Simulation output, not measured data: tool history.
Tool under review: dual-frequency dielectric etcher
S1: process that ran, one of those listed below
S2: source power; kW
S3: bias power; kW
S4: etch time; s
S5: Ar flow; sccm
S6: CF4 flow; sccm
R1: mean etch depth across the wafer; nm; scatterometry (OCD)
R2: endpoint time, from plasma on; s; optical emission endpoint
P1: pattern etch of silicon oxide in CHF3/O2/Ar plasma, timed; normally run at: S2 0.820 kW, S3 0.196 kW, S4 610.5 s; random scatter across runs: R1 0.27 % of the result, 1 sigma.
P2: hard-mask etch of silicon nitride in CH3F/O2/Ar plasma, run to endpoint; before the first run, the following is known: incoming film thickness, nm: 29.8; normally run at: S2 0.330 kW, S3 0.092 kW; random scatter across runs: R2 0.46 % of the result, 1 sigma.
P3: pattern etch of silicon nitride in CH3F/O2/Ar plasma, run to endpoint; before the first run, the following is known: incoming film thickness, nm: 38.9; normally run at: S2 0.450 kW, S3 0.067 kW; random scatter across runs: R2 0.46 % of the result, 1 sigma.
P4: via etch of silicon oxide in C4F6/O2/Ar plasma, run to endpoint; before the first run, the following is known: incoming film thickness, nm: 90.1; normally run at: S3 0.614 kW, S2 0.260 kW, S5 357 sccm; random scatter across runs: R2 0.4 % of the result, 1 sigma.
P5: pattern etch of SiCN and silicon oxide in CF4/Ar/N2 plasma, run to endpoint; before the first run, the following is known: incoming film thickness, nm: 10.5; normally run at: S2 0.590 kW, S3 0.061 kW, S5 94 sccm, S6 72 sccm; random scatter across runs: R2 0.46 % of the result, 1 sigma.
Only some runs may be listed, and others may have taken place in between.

run     day  S1     S2     S3     S4   S5  S6       R1       R2
  1   0.312  P1  0.820  0.196  610.5           1377.90
  2   0.725  P4  0.260  0.399         357               25.9360
  3   0.996  P1  0.820  0.196  423.5            949.78
  4   1.458  P2  0.330  0.092                           44.4240
  5   1.842  P5  0.590  0.061          94  72           10.0010
  6   2.062  P1  1.080  0.196  610.5           1516.40
  7   2.429  P5  0.480  0.061          94  72           11.9340
  8   2.671  P1  0.820  0.196  610.5           1374.00
  9   3.142  P1  0.820  0.196  610.5           1366.00
 10   3.354  P4  0.260  0.614         239               21.0490
 11   3.558  P5  0.590  0.061          68  72            9.5225
 12   3.908  P2  0.270  0.092                           48.2860
 13   4.221  P3  0.450  0.067                           54.4710
 14   4.488  P4  0.260  0.614         357               21.7160
 15   4.904  P1  0.820  0.129  610.5           1189.00
 16   5.175  P1  0.820  0.196  610.5           1367.90
 17   5.533  P4  0.330  0.614         357               20.1790
 18   5.867  P5  0.590  0.047          94  72           10.6630
 19   6.325  P3  0.450  0.067                           54.1220
 20   6.550  P1  0.820  0.196  765.0           1713.90
 21   6.917  P2  0.330  0.072                           48.3650
 22   7.275  P1  0.820  0.271  610.5           1530.00
 23   7.517  P1  0.820  0.196  610.5           1363.80
 24   7.846  P1  1.130  0.255  610.5           1689.80
 25   8.312  P5  0.590  0.061          94  72            9.9323
 26   8.633  P1  0.820  0.196  610.5           1364.50
 27   8.838  P1  0.500  0.196  610.5           1130.80
 28   9.300  P3  0.450  0.047                           60.8010
 29   9.600  P3  0.360  0.067                           60.0860
 30  10.038  P5  0.590  0.061          94  48           10.6340
 31  10.475  P1  0.820  0.196  610.5           1368.90
 32  10.829  P1  0.820  0.196  610.5           1359.60
 33  11.212  P1  0.820  0.196  610.5           1353.80
 34  11.517  P1  0.820  0.196  610.5           1351.00
     11.617  -- wet clean of the chamber
 35  11.800  P1  0.820  0.196  610.5           1348.20
 36  12.246  P1  0.820  0.196  610.5           1345.80
 37  12.592  P1  0.820  0.196  610.5           1347.40

P1 has crept away from where it was. The log is fitted equally well by each of these 2 causes, at the sizes shown:
A: source power that arrives under what is set, % = 3.78
B: bias power that arrives under what is set, % = 4.33
The onset of the drift is placed at about day 10.475.
All other causes, with the reason each is excluded:
chamber walls in a state that lowers the etch rate, %: work on it at day 11.617, done after the drift set in, did not restore what the process gave before

Which of the 4 check runs listed below, each an average over 3 wafers with its results shown as question marks, gives clearly different results under the different listed causes?
check 1  12.938  P2  0.330  0.092                    ?
check 2  12.938  P5  0.590  0.061       94  72       ?
check 3  12.938  P4  0.260  0.614      357           ?
check 4  12.938  P3  0.450  0.067                    ?

What each check would give under each cause:
  check  result     if A     if B
check 1      R2  45.1600  45.2400
check 2      R2  10.2930  10.0840
check 3      R2  22.2000  22.2740
check 4      R2  55.2890  55.2880
Gap, in per cent, between the two causes that each check separates least, read from the result that separates them most: check 1 0.18 %; check 2 2.05 %; check 3 0.33 %; check 4 0 %
Check 2 tells the causes apart: in the others they would give nearly the same result.

Here is what check 2 returned: R2 10.1380 s. Which cause is it?

It is B: bias power that arrives under what is set, %.
